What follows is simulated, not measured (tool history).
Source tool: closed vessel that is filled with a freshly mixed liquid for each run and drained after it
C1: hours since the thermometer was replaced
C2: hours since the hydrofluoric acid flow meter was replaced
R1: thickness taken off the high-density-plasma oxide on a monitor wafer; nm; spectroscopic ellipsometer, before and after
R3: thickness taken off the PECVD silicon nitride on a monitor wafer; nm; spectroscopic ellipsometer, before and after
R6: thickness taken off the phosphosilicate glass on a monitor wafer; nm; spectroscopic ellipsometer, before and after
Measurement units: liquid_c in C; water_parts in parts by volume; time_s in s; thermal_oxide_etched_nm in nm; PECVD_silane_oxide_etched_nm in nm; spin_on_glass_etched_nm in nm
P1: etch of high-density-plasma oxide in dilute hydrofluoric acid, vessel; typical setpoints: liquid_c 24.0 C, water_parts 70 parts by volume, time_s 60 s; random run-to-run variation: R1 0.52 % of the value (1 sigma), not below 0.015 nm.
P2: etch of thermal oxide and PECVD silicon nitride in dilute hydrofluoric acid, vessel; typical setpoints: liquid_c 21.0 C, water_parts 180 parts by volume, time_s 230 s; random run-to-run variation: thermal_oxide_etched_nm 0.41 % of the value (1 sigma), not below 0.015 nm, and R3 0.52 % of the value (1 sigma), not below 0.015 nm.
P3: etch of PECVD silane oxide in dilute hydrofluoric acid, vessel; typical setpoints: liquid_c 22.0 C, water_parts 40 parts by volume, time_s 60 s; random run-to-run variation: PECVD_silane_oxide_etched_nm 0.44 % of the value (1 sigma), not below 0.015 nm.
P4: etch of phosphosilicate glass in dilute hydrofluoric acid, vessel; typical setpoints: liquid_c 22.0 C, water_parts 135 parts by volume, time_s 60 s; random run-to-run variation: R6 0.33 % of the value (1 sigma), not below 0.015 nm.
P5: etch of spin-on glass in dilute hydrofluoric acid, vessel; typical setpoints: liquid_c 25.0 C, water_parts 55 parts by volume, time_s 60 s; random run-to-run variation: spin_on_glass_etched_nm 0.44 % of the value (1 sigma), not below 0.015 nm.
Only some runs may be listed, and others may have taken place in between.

run 1 hour=11.9 | process=P1 liquid_c=24.0 water_parts=70 time_s=60 | C1=694.6 C2=759.3 | R1=5.7671
run 2 hour=18.6 | process=P2 liquid_c=21.0 water_parts=265 time_s=230 | C1=701.3 C2=766.0 | thermal_oxide_etched_nm=3.0367 R3=4.1745
run 3 hour=24.1 | process=P1 liquid_c=24.0 water_parts=70 time_s=60 | C1=706.8 C2=771.5 | R1=5.7562
run 4 hour=29.3 | process=P2 liquid_c=21.0 water_parts=180 time_s=95 | C1=712.0 C2=776.7 | thermal_oxide_etched_nm=2.0145 R3=2.4752
run 5 hour=36.8 | process=P1 liquid_c=24.0 water_parts=70 time_s=60 | C1=719.5 C2=784.2 | R1=5.7989
run 6 hour=44.4 | process=P2 liquid_c=21.0 water_parts=180 time_s=230 | C1=727.1 C2=791.8 | thermal_oxide_etched_nm=4.8696 R3=6.0907
run 7 hour=53.8 | process=P3 liquid_c=22.0 water_parts=40 time_s=30 | C1=736.5 C2=801.2 | PECVD_silane_oxide_etched_nm=13.772
run 8 hour=62.9 | process=P3 liquid_c=22.0 water_parts=40 time_s=60 | C1=745.6 C2=810.3 | PECVD_silane_oxide_etched_nm=27.563
run 9 hour=74.7 | process=P5 liquid_c=25.0 water_parts=55 time_s=115 | C1=757.4 C2=822.1 | spin_on_glass_etched_nm=123.400
run 10 hour=80.2 | process=P3 liquid_c=22.0 water_parts=40 time_s=60 | C1=762.9 C2=827.6 | PECVD_silane_oxide_etched_nm=27.592
run 11 hour=91.2 | process=P1 liquid_c=24.0 water_parts=120 time_s=60 | C1=773.9 C2=838.6 | R1=3.1882
run 12 hour=102.0 | process=P4 liquid_c=22.0 water_parts=135 time_s=60 | C1=784.7 C2=849.4 | R6=34.714
run 13 hour=109.9 | process=P1 liquid_c=24.0 water_parts=70 time_s=85 | C1=792.6 C2=857.3 | R1=8.1242
run 14 hour=116.2 | process=P1 liquid_c=28.5 water_parts=70 time_s=60 | C1=798.9 C2=863.6 | R1=6.8609
run 15 hour=121.7 | process=P1 liquid_c=18.5 water_parts=70 time_s=60 | C1=804.4 C2=869.1 | R1=4.5729
run 16 hour=133.4 | process=P2 liquid_c=17.0 water_parts=180 time_s=230 | C1=816.1 C2=880.8 | thermal_oxide_etched_nm=4.1629 R3=4.5878
run 17 hour=139.2 | process=P1 liquid_c=24.0 water_parts=70 time_s=30 | C1=821.9 C2=886.6 | R1=2.8699
run 18 hour=149.6 | process=P5 liquid_c=30.5 water_parts=55 time_s=60 | C1=832.3 C2=897.0 | spin_on_glass_etched_nm=80.027
run 19 hour=161.3 | process=P4 liquid_c=17.5 water_parts=135 time_s=60 | C1=844.0 C2=908.7 | R6=28.992
run 20 hour=172.5 | process=P3 liquid_c=22.0 water_parts=25 time_s=60 | C1=855.2 C2=919.9 | PECVD_silane_oxide_etched_nm=45.035
run 21 hour=179.1 | process=P4 liquid_c=22.0 water_parts=135 time_s=60 | C1=861.8 C2=926.5 | R6=34.734
run 22 hour=184.6 | process=P1 liquid_c=24.0 water_parts=70 time_s=60 | C1=867.3 C2=932.0 | R1=5.7563
run 23 hour=195.6 | process=P1 liquid_c=24.0 water_parts=45 time_s=30 | C1=878.3 C2=943.0 | R1=4.6453
run 24 hour=205.2 | process=P1 liquid_c=24.0 water_parts=20 time_s=60 | C1=887.9 C2=952.6 | R1=21.4550
run 25 hour=217.2 | process=P5 liquid_c=25.0 water_parts=20 time_s=60 | C1=899.9 C2=964.6 | spin_on_glass_etched_nm=185.220
run 26 hour=225.0 | process=P4 liquid_c=22.0 water_parts=200 time_s=60 | C1=907.7 C2=972.4 | R6=21.923
run 27 hour=236.4 | process=P3 liquid_c=29.5 water_parts=40 time_s=60 | C1=919.1 C2=983.8 | PECVD_silane_oxide_etched_nm=37.673
run 28 hour=244.8 | process=P4 liquid_c=22.0 water_parts=135 time_s=110 | C1=927.5 C2=992.2 | R6=63.414
run 29 hour=253.2 | process=P5 liquid_c=25.0 water_parts=55 time_s=60 | C1=935.9 C2=1000.6 | spin_on_glass_etched_nm=64.635
run 30 hour=261.2 | process=P1 liquid_c=24.0 water_parts=70 time_s=60 | C1=943.9 C2=1008.6 | R1=5.7210
run 31 hour=272.1 | process=P1 liquid_c=24.0 water_parts=70 time_s=60 | C1=954.8 C2=1019.5 | R1=5.5120
run 32 hour=277.4 | process=P1 liquid_c=24.0 water_parts=70 time_s=60 | C1=960.1 C2=1024.8 | R1=5.4000
run 33 hour=289.4 | process=P1 liquid_c=24.0 water_parts=70 time_s=60 | C1=972.1 C2=1036.8 | R1=5.3189
run 34 hour=295.4 | process=P1 liquid_c=24.0 water_parts=70 time_s=60 | C1=978.1 C2=1042.8 | R1=5.3146
run 35 hour=301.7 | process=P1 liquid_c=24.0 water_parts=70 time_s=60 | C1=984.4 C2=1049.1 | R1=5.3520
run 36 hour=309.1 | process=P1 liquid_c=24.0 water_parts=70 time_s=60 | C1=991.8 C2=1056.5 | R1=5.2486
run 37 hour=316.8 | process=P1 liquid_c=24.0 water_parts=70 time_s=60 | C1=999.5 C2=1064.2 | R1=5.2248
run 38 hour=325.1 | process=P1 liquid_c=24.0 water_parts=70 time_s=60 | C1=1007.8 C2=1072.5 | R1=5.2478
run 39 hour=332.7 | process=P1 liquid_c=24.0 water_parts=70 time_s=60 | C1=1015.4 C2=1080.1 | R1=5.2092
run 40 hour=343.4 | process=P1 liquid_c=24.0 water_parts=70 time_s=60 | C1=1026.1 C2=1090.8 | R1=5.1729
run 41 hour=353.9 | process=P1 liquid_c=24.0 water_parts=70 time_s=60 | C1=1036.6 C2=1101.3 | R1=5.2138

Compared with where it was, what P1 gives has crept away. Each cause listed below fits the log as well as the rest, at the size given for it:
A: liquid colder than its thermometer reads (K) = 2.42
B: hydrofluoric acid flow below the setpoint (%) = 8.65
The onset of the drift is placed at about hour 261.2.

4 check runs are offered, one wafer each, their results left as question marks. Which one tells the causes apart?
run check 1 hour=364.4 | process=P4 liquid_c=22.0 water_parts=135 time_s=60 | R6=?
run check 2 hour=364.4 | process=P3 liquid_c=22.0 water_parts=40 time_s=60 | PECVD_silane_oxide_etched_nm=?
run check 3 hour=364.4 | process=P2 liquid_c=21.0 water_parts=180 time_s=230 | thermal_oxide_etched_nm=? R3=?
run check 4 hour=364.4 | process=P5 liquid_c=25.0 water_parts=55 time_s=60 | spin_on_glass_etched_nm=?

Outcome of each check run for each possible cause:
check=check_1 result=R6 if_A=31.528 if_B=31.274
check=check_2 result=PECVD_silane_oxide_etched_nm if_A=24.907 if_B=25.096
check=check_3 result=thermal_oxide_etched_nm if_A=4.4122 if_B=4.3552
check=check_3 result=R3 if_A=5.1474 if_B=5.5312
check=check_4 result=spin_on_glass_etched_nm if_A=58.261 if_B=58.369
Distance between the nearest two causes, measured in the result of the check that separates them most: check 1 0.81 %; check 2 0.76 %; check 3 7.19 %; check 4 0.19 %
Check 3 is the one run that separates the causes; every other check would come out nearly the same whichever cause is at work.

Check 3 was then run and gave: thermal_oxide_etched_nm 4.3997 nm; R3 5.1418 nm. Which cause is it?

It is A: liquid colder than its thermometer reads (K).
